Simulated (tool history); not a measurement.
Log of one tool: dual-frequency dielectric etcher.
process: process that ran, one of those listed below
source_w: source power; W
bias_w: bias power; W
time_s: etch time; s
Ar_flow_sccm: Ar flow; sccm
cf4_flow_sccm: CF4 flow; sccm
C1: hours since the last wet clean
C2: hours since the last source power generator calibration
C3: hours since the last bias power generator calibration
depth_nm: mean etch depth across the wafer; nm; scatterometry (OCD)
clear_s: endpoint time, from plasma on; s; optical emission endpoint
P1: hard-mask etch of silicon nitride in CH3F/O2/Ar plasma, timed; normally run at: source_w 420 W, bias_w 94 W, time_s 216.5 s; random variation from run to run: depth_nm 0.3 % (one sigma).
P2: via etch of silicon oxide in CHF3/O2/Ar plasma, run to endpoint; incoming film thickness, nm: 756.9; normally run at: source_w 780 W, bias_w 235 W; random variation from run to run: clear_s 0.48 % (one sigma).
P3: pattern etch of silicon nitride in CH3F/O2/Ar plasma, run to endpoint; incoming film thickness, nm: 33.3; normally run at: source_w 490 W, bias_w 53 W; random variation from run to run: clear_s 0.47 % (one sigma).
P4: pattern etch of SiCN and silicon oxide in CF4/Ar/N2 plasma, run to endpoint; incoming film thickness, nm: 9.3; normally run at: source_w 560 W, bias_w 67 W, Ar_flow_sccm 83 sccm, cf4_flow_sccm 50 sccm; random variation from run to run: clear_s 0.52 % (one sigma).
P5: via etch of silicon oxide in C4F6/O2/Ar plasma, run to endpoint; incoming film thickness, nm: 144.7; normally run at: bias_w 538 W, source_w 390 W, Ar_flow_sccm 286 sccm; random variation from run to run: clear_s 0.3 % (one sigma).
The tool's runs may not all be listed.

{"run": 1, "hour": 7.1, "process": "P1", "source_w": 420, "bias_w": 94, "time_s": 216.5, "C1": 173.7, "C2": 320.7, "C3": 471.7, "depth_nm": 158.62}
{"run": 2, "hour": 14.6, "process": "P4", "source_w": 560, "bias_w": 39, "Ar_flow_sccm": 83, "cf4_flow_sccm": 50, "C1": 181.2, "C2": 328.2, "C3": 479.2, "clear_s": 11.084}
{"run": 3, "hour": 21.4, "process": "P4", "source_w": 560, "bias_w": 67, "Ar_flow_sccm": 83, "cf4_flow_sccm": 50, "C1": 188, "C2": 335, "C3": 486, "clear_s": 9.3157}
{"run": 4, "hour": 30.1, "process": "P1", "source_w": 290, "bias_w": 94, "time_s": 216.5, "C1": 196.7, "C2": 343.7, "C3": 494.7, "depth_nm": 137.66}
{"run": 5, "hour": 37.2, "process": "P1", "source_w": 590, "bias_w": 94, "time_s": 216.5, "C1": 203.8, "C2": 350.8, "C3": 501.8, "depth_nm": 178.98}
{"run": 6, "hour": 43.9, "process": "P2", "source_w": 780, "bias_w": 235, "C1": 210.5, "C2": 357.5, "C3": 508.5, "clear_s": 311.45}
{"run": 7, "hour": 52.4, "process": "P1", "source_w": 420, "bias_w": 94, "time_s": 266.5, "C1": 219, "C2": 366, "C3": 517, "depth_nm": 193.68}
{"run": 8, "hour": 59.1, "process": "P5", "source_w": 390, "bias_w": 538, "Ar_flow_sccm": 286, "C1": 225.7, "C2": 372.7, "C3": 523.7, "clear_s": 30.879}
{"run": 9, "hour": 69.1, "process": "P3", "source_w": 490, "bias_w": 53, "C1": 235.7, "C2": 382.7, "C3": 533.7, "clear_s": 49.968}
{"run": 10, "hour": 79.8, "process": "P2", "source_w": 780, "bias_w": 136, "C1": 246.4, "C2": 393.4, "C3": 544.4, "clear_s": 377.09}
{"hour": 88.1, "done": "bias power generator calibrated"}
{"run": 11, "hour": 89.3, "process": "P5", "source_w": 480, "bias_w": 538, "Ar_flow_sccm": 286, "C1": 255.9, "C2": 402.9, "C3": 1.3, "clear_s": 28.756}
{"run": 12, "hour": 99.1, "process": "P3", "source_w": 490, "bias_w": 53, "C1": 265.7, "C2": 412.7, "C3": 11.1, "clear_s": 49.625}
{"run": 13, "hour": 105.9, "process": "P1", "source_w": 420, "bias_w": 94, "time_s": 216.5, "C1": 272.5, "C2": 419.5, "C3": 17.9, "depth_nm": 158.06}
{"run": 14, "hour": 113.1, "process": "P5", "source_w": 390, "bias_w": 538, "Ar_flow_sccm": 286, "C1": 279.7, "C2": 426.7, "C3": 25.1, "clear_s": 30.979}
{"run": 15, "hour": 121.4, "process": "P2", "source_w": 980, "bias_w": 235, "C1": 288, "C2": 435, "C3": 33.4, "clear_s": 288.64}
{"run": 16, "hour": 130.1, "process": "P3", "source_w": 660, "bias_w": 53, "C1": 296.7, "C2": 443.7, "C3": 42.1, "clear_s": 44.777}
{"run": 17, "hour": 139.9, "process": "P5", "source_w": 390, "bias_w": 652, "Ar_flow_sccm": 286, "C1": 306.5, "C2": 453.5, "C3": 51.9, "clear_s": 28.739}
{"run": 18, "hour": 146.3, "process": "P4", "source_w": 750, "bias_w": 67, "Ar_flow_sccm": 83, "cf4_flow_sccm": 50, "C1": 312.9, "C2": 459.9, "C3": 58.3, "clear_s": 7.2138}
{"run": 19, "hour": 156.4, "process": "P1", "source_w": 420, "bias_w": 94, "time_s": 216.5, "C1": 323, "C2": 470, "C3": 68.4, "depth_nm": 158.15}
{"run": 20, "hour": 164.7, "process": "P1", "source_w": 420, "bias_w": 129, "time_s": 216.5, "C1": 331.3, "C2": 478.3, "C3": 76.7, "depth_nm": 177.29}
{"run": 21, "hour": 169.5, "process": "P4", "source_w": 560, "bias_w": 67, "Ar_flow_sccm": 117, "cf4_flow_sccm": 50, "C1": 336.1, "C2": 483.1, "C3": 81.5, "clear_s": 9.9353}
{"run": 22, "hour": 176.3, "process": "P3", "source_w": 490, "bias_w": 63, "C1": 342.9, "C2": 489.9, "C3": 88.3, "clear_s": 47.396}
{"run": 23, "hour": 183.5, "process": "P1", "source_w": 420, "bias_w": 94, "time_s": 216.5, "C1": 350.1, "C2": 497.1, "C3": 95.5, "depth_nm": 156.76}
{"run": 24, "hour": 191.1, "process": "P4", "source_w": 560, "bias_w": 67, "Ar_flow_sccm": 83, "cf4_flow_sccm": 70, "C1": 357.7, "C2": 504.7, "C3": 103.1, "clear_s": 8.7781}
{"run": 25, "hour": 197.0, "process": "P1", "source_w": 420, "bias_w": 68, "time_s": 216.5, "C1": 363.6, "C2": 510.6, "C3": 109, "depth_nm": 141.18}
{"run": 26, "hour": 206.9, "process": "P1", "source_w": 420, "bias_w": 94, "time_s": 132.5, "C1": 373.5, "C2": 520.5, "C3": 118.9, "depth_nm": 96.448}
{"run": 27, "hour": 214.7, "process": "P1", "source_w": 550, "bias_w": 68, "time_s": 216.5, "C1": 381.3, "C2": 528.3, "C3": 126.7, "depth_nm": 156.05}
{"run": 28, "hour": 222.1, "process": "P5", "source_w": 390, "bias_w": 538, "Ar_flow_sccm": 177, "C1": 388.7, "C2": 535.7, "C3": 134.1, "clear_s": 29.341}
{"run": 29, "hour": 232.7, "process": "P1", "source_w": 420, "bias_w": 94, "time_s": 216.5, "C1": 399.3, "C2": 546.3, "C3": 144.7, "depth_nm": 158.14}
{"run": 30, "hour": 238.0, "process": "P1", "source_w": 420, "bias_w": 94, "time_s": 216.5, "C1": 404.6, "C2": 551.6, "C3": 150, "depth_nm": 157.01}
{"run": 31, "hour": 248.5, "process": "P1", "source_w": 420, "bias_w": 94, "time_s": 216.5, "C1": 415.1, "C2": 562.1, "C3": 160.5, "depth_nm": 156.36}
{"run": 32, "hour": 257.8, "process": "P1", "source_w": 420, "bias_w": 94, "time_s": 216.5, "C1": 424.4, "C2": 571.4, "C3": 169.8, "depth_nm": 156.26}
{"run": 33, "hour": 267.6, "process": "P1", "source_w": 420, "bias_w": 94, "time_s": 216.5, "C1": 434.2, "C2": 581.2, "C3": 179.6, "depth_nm": 156.55}
{"hour": 273.9, "done": "wet clean of the chamber"}
{"run": 34, "hour": 277.8, "process": "P1", "source_w": 420, "bias_w": 94, "time_s": 216.5, "C1": 4, "C2": 591.4, "C3": 189.8, "depth_nm": 155.49}
{"run": 35, "hour": 285.4, "process": "P1", "source_w": 420, "bias_w": 94, "time_s": 216.5, "C1": 11.6, "C2": 599, "C3": 197.4, "depth_nm": 155.23}
{"run": 36, "hour": 291.2, "process": "P1", "source_w": 420, "bias_w": 94, "time_s": 216.5, "C1": 17.4, "C2": 604.8, "C3": 203.2, "depth_nm": 155.59}
{"run": 37, "hour": 298.3, "process": "P1", "source_w": 420, "bias_w": 94, "time_s": 216.5, "C1": 24.5, "C2": 611.9, "C3": 210.3, "depth_nm": 154.84}

What P1 gives has crept away from where it was. These 2 causes fit the log equally well, each at the size given:
A: bias power that arrives under what is set, % = 4.01
B: source power that arrives under what is set, % = 3.87
The creep began at about hour 232.7.
Why every other cause is out:
chamber walls in a state that lowers the etch rate, %: serviced at hour 273.9, which brought nothing back

4 check runs are offered, each on 3 wafers whose results are averaged, their results left as question marks. Which one tells the causes apart?
{"run": "check 1", "hour": 305.4, "process": "P5", "source_w": 390, "bias_w": 538, "Ar_flow_sccm": 177, "clear_s": "?"}
{"run": "check 2", "hour": 305.4, "process": "P3", "source_w": 490, "bias_w": 61, "clear_s": "?"}
{"run": "check 3", "hour": 305.4, "process": "P2", "source_w": 780, "bias_w": 175, "clear_s": "?"}
{"run": "check 4", "hour": 305.4, "process": "P4", "source_w": 560, "bias_w": 43, "Ar_flow_sccm": 111, "cf4_flow_sccm": 50, "clear_s": "?"}

What each check would give under each cause:
check=check_1 result=clear_s if_A=29.881 if_B=29.853
check=check_2 result=clear_s if_A=48.436 if_B=48.535
check=check_3 result=clear_s if_A=349.89 if_B=350.53
check=check_4 result=clear_s if_A=11.515 if_B=11.774
How far apart the two closest causes lie, in the result that separates them most: check 1 0.09 %; check 2 0.2 %; check 3 0.18 %; check 4 2.22 %
Only check 4 tells the causes apart: in the others they would give nearly the same result.

Check 4 was then run and gave: clear_s 11.731 s. Which cause is it?

It is B: source power that arrives under what is set, %.
